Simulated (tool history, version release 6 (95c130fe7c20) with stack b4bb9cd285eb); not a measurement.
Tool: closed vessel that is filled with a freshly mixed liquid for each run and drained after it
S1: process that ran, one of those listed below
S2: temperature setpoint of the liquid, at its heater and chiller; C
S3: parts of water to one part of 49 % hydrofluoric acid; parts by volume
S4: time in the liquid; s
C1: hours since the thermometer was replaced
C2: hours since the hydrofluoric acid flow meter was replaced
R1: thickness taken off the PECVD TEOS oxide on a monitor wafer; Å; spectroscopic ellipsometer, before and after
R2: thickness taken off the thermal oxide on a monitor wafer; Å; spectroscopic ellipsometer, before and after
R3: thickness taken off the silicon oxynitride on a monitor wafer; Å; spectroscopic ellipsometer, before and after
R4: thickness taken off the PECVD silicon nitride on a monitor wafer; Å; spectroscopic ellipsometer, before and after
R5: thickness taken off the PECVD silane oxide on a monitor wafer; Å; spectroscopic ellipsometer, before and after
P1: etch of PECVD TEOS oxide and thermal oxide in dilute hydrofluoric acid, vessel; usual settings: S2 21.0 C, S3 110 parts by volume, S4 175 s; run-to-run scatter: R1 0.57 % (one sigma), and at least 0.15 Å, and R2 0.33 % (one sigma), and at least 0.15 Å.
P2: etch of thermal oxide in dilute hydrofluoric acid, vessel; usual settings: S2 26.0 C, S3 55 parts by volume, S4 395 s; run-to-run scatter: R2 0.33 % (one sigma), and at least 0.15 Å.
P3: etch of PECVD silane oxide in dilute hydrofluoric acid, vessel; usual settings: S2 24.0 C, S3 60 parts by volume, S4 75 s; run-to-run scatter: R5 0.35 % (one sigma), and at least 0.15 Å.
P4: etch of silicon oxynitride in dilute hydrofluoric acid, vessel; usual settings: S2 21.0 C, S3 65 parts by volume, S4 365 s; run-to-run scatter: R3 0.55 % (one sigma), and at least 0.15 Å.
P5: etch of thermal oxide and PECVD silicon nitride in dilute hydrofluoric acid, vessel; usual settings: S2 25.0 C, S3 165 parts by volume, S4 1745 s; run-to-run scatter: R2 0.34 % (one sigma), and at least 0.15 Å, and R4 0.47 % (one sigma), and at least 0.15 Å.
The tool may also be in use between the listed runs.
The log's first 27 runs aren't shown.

run	hour	S1	S2	S3	S4	C1	C2	R1	R2	R3	R4	R5
28	230.0	P5	25.0	165	1745	614.9	1487.7		487.210		196.940	
29	240.0	P1	21.0	110	175	624.9	1497.7	163.380	66.126			
30	250.5	P2	26.0	55	395	635.4	1508.2		391.680			
31	256.9	P5	25.0	165	1745	641.8	1514.6		491.540		195.450	
32	268.1	P1	21.0	20	175	653.0	1525.8	995.940	403.850			
33	278.7	P5	25.0	165	650	663.6	1536.4		182.020		73.406	
34	284.8	P3	24.0	60	75	669.7	1542.5					462.35
35	290.6	P1	21.0	110	175	675.5	1548.3	164.190	65.543			

The next listed run, before its measurement:
36	297.9	P1	21.0	110	175	682.8	1555.6	?	?			

Run 36 gave R1 166.890 Å, R2 67.698 Å.

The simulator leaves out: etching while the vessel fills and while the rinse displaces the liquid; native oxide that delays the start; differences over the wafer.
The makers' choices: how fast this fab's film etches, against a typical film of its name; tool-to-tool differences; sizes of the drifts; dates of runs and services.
